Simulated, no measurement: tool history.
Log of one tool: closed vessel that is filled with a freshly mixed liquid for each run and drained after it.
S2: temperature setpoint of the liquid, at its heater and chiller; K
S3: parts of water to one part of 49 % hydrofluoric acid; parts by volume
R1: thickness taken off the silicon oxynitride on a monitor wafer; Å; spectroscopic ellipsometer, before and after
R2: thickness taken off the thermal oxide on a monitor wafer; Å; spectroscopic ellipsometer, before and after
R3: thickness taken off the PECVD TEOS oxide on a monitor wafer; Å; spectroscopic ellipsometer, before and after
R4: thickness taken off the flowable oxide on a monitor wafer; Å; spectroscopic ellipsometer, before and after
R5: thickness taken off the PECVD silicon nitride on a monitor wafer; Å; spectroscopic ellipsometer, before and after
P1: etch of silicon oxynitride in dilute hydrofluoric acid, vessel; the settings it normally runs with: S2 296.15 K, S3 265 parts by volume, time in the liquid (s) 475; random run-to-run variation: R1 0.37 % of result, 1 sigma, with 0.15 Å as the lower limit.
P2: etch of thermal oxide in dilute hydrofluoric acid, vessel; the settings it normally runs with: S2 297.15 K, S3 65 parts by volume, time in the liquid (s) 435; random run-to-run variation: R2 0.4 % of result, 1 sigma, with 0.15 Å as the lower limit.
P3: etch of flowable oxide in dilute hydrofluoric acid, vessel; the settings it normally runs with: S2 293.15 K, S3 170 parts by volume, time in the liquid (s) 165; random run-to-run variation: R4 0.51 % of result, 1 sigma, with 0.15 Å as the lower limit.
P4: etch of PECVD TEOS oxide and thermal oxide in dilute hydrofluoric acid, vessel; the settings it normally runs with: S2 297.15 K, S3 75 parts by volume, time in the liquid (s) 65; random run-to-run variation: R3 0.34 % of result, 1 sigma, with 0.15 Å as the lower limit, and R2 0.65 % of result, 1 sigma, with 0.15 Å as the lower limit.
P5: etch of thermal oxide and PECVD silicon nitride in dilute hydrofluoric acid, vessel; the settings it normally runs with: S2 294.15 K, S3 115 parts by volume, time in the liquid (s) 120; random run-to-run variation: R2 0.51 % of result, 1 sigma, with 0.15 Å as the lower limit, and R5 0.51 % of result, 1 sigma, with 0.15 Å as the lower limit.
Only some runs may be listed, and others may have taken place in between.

{"run": 1, "hour": 6.2, "process that ran": "P1", "S2": 296.15, "S3": 265, "time in the liquid (s)": 475, "R1": 56.384}
{"run": 2, "hour": 12.1, "process that ran": "P2", "S2": 297.15, "S3": 65, "time in the liquid (s)": 235, "R2": 177.08}
{"run": 3, "hour": 23.3, "process that ran": "P4", "S2": 297.15, "S3": 110, "time in the liquid (s)": 65, "R2": 27.655, "R3": 49.511}
{"run": 4, "hour": 29.8, "process that ran": "P4", "S2": 297.15, "S3": 75, "time in the liquid (s)": 65, "R2": 41.865, "R3": 76.1}
{"run": 5, "hour": 39.6, "process that ran": "P3", "S2": 293.15, "S3": 275, "time in the liquid (s)": 165, "R4": 246.42}
{"run": 6, "hour": 50.1, "process that ran": "P5", "S2": 294.15, "S3": 185, "time in the liquid (s)": 120, "R2": 24.751, "R5": 25.78}
{"run": 7, "hour": 57.6, "process that ran": "P1", "S2": 296.15, "S3": 265, "time in the liquid (s)": 475, "R1": 56.268}
{"run": 8, "hour": 64.2, "process that ran": "P1", "S2": 296.15, "S3": 460, "time in the liquid (s)": 475, "R1": 28.306}
{"run": 9, "hour": 69.6, "process that ran": "P1", "S2": 302.15, "S3": 265, "time in the liquid (s)": 40, "R1": 6.1694}
{"run": 10, "hour": 81.4, "process that ran": "P2", "S2": 297.15, "S3": 95, "time in the liquid (s)": 435, "R2": 214.19}
{"run": 11, "hour": 89.2, "process that ran": "P1", "S2": 296.15, "S3": 265, "time in the liquid (s)": 780, "R1": 91.936}
{"run": 12, "hour": 100.5, "process that ran": "P5", "S2": 294.15, "S3": 115, "time in the liquid (s)": 190, "R2": 67.767, "R5": 64.876}
{"hour": 102.0, "done": "hydrofluoric acid flow meter replaced"}
{"run": 13, "hour": 110.4, "process that ran": "P2", "S2": 291.15, "S3": 65, "time in the liquid (s)": 435, "R2": 255.37}
{"run": 14, "hour": 115.8, "process that ran": "P5", "S2": 294.15, "S3": 115, "time in the liquid (s)": 120, "R2": 43.009, "R5": 40.988}
{"run": 15, "hour": 124.4, "process that ran": "P4", "S2": 297.15, "S3": 75, "time in the liquid (s)": 30, "R2": 19.162, "R3": 34.983}
{"run": 16, "hour": 129.8, "process that ran": "P3", "S2": 293.15, "S3": 170, "time in the liquid (s)": 165, "R4": 441.45}
{"run": 17, "hour": 137.7, "process that ran": "P1", "S2": 296.15, "S3": 265, "time in the liquid (s)": 220, "R1": 25.987}
{"run": 18, "hour": 147.8, "process that ran": "P1", "S2": 296.15, "S3": 265, "time in the liquid (s)": 475, "R1": 55.509}
{"run": 19, "hour": 155.5, "process that ran": "P2", "S2": 297.15, "S3": 65, "time in the liquid (s)": 435, "R2": 325.97}
{"run": 20, "hour": 165.2, "process that ran": "P1", "S2": 296.15, "S3": 265, "time in the liquid (s)": 475, "R1": 56.599}
{"run": 21, "hour": 172.7, "process that ran": "P4", "S2": 297.15, "S3": 75, "time in the liquid (s)": 65, "R2": 41.892, "R3": 75.422}
{"run": 22, "hour": 183.9, "process that ran": "P3", "S2": 299.15, "S3": 170, "time in the liquid (s)": 165, "R4": 553.34}
{"run": 23, "hour": 191.5, "process that ran": "P1", "S2": 296.15, "S3": 265, "time in the liquid (s)": 475, "R1": 56.113}
{"run": 24, "hour": 203.3, "process that ran": "P1", "S2": 296.15, "S3": 265, "time in the liquid (s)": 475, "R1": 56.116}
{"run": 25, "hour": 215.0, "process that ran": "P1", "S2": 301.15, "S3": 265, "time in the liquid (s)": 475, "R1": 69.107}

Estimate the outcome of run 26 from the log above:
{"run": 26, "hour": 222.6, "process that ran": "P1", "S2": 296.15, "S3": 265, "time in the liquid (s)": 475, "R1": "?"}

R1: 56.07 Å
